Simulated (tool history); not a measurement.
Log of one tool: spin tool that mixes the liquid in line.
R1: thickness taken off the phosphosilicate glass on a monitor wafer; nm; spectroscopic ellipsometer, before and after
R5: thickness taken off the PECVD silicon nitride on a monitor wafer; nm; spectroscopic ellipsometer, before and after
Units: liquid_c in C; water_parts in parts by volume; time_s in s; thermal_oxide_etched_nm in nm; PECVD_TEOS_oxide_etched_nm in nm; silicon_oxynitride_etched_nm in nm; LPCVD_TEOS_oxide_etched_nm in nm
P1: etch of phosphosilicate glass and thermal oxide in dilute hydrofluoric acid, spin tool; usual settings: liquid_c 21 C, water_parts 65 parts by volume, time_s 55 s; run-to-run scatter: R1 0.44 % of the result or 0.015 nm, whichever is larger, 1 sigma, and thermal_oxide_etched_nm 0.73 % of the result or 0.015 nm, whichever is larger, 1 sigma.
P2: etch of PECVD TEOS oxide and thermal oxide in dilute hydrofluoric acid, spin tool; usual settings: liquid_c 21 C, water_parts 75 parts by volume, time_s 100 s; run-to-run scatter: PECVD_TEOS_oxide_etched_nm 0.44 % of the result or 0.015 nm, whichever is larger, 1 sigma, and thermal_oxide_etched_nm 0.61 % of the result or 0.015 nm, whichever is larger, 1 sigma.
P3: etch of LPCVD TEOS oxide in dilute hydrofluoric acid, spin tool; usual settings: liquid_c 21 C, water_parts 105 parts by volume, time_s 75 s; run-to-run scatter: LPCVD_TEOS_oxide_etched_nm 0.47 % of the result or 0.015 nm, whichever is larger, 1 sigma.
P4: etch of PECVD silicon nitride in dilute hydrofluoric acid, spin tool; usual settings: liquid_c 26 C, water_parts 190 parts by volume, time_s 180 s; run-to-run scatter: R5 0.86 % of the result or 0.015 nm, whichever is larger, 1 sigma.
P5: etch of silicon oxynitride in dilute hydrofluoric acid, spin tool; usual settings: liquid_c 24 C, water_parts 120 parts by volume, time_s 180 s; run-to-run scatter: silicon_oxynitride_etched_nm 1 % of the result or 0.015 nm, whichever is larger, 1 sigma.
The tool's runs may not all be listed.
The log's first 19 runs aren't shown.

run 20 hour=147.9 | process=P3 liquid_c=21 water_parts=105 time_s=75 | LPCVD_TEOS_oxide_etched_nm=11.67
run 21 hour=158.6 | process=P1 liquid_c=21 water_parts=65 time_s=55 | R1=46.304 thermal_oxide_etched_nm=3.8074
run 22 hour=166.2 | process=P5 liquid_c=24 water_parts=120 time_s=180 | silicon_oxynitride_etched_nm=2.1586
run 23 hour=174.5 | process=P5 liquid_c=24 water_parts=35 time_s=180 | silicon_oxynitride_etched_nm=7.8459
run 24 hour=182.5 | process=P4 liquid_c=18.5 water_parts=190 time_s=180 | R5=1.6884
run 25 hour=192.4 | process=P4 liquid_c=26 water_parts=95 time_s=180 | R5=5.5087
run 26 hour=197.8 | process=P3 liquid_c=25.5 water_parts=105 time_s=75 | LPCVD_TEOS_oxide_etched_nm=13.872
run 27 hour=203 | process=P2 liquid_c=21 water_parts=75 time_s=100 | thermal_oxide_etched_nm=5.6743 PECVD_TEOS_oxide_etched_nm=16.683
run 28 hour=209 | process=P1 liquid_c=21 water_parts=65 time_s=20 | R1=17.013 thermal_oxide_etched_nm=1.3743
run 29 hour=216.2 | process=P1 liquid_c=21 water_parts=85 time_s=15 | R1=9.5734 thermal_oxide_etched_nm=0.7586
run 30 hour=225.1 | process=P1 liquid_c=21 water_parts=35 time_s=90 | R1=148.16 thermal_oxide_etched_nm=11.967
run 31 hour=235.1 | process=P3 liquid_c=21 water_parts=105 time_s=115 | LPCVD_TEOS_oxide_etched_nm=17.795
run 32 hour=243.7 | process=P1 liquid_c=21 water_parts=65 time_s=55 | R1=46.614 thermal_oxide_etched_nm=3.7902
run 33 hour=249.6 | process=P1 liquid_c=21 water_parts=65 time_s=55 | R1=45.644 thermal_oxide_etched_nm=3.6912

Run 34 comes next. What will it give?
run 34 hour=254.3 | process=P1 liquid_c=21 water_parts=65 time_s=55 | R1=? thermal_oxide_etched_nm=?

Run 34 gave R1 44.986 nm, thermal_oxide_etched_nm 3.6656 nm.

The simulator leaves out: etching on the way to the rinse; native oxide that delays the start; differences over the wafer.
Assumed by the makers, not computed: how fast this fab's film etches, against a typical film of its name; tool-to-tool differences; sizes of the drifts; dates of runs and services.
